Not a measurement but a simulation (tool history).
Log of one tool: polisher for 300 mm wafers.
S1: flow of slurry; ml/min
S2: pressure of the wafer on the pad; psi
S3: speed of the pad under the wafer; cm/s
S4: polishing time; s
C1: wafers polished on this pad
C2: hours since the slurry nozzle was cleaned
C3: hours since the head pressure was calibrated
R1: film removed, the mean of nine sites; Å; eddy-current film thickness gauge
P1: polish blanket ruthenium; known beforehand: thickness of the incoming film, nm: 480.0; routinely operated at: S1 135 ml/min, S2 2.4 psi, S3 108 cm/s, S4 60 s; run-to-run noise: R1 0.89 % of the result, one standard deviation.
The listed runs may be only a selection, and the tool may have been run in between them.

run	hour	S1	S2	S3	S4	C1	C2	C3	R1
1	2.9	135	2.4	108	60	177	114.5	369.4	744.11
2	5.7	135	2.4	108	60	209	117.3	372.2	741.93
3	8.3	135	2.4	108	93	238	119.9	374.8	1161.10
4	12.6	135	2.4	108	60	286	124.2	379.1	736.10
5	16.8	135	1.1	108	60	333	128.4	383.3	344.18
6	20.6	135	2.4	150	60	375	132.2	387.1	1045.40
# hour 21.1: worn pad replaced by a new one
7	22.7	200	2.4	108	60	18	134.3	389.2	790.86
8	24.9	135	2.4	108	60	43	136.5	391.4	744.59
9	27.4	135	2.4	48	60	71	139.0	393.9	328.74
10	29.4	135	1.4	108	86	93	141.0	395.9	630.17
11	32.3	135	2.4	108	60	126	143.9	398.8	747.45
12	36.5	100	2.4	154	60	173	148.1	403.0	997.58
13	39.5	100	2.4	108	60	206	151.1	406.0	703.01
14	41.6	135	2.4	108	60	230	153.2	408.1	743.00
15	45.5	135	2.4	108	27	273	157.1	412.0	334.63
16	49.7	135	3.5	108	60	320	161.3	416.2	1089.00
17	51.9	135	2.4	108	60	345	163.5	418.4	738.68
18	54.2	135	2.4	108	60	371	165.8	420.7	732.34
19	57.0	135	2.4	108	60	402	168.6	423.5	702.02
20	59.3	135	2.4	108	60	428	170.9	425.8	698.71
21	62.4	135	2.4	108	60	463	174.0	428.9	692.14

Run 22 has not been measured yet. What should we expect?
22	64.5	135	2.4	108	60	486	176.1	431.0	?

{"run 22": {"R1": 680.71}}

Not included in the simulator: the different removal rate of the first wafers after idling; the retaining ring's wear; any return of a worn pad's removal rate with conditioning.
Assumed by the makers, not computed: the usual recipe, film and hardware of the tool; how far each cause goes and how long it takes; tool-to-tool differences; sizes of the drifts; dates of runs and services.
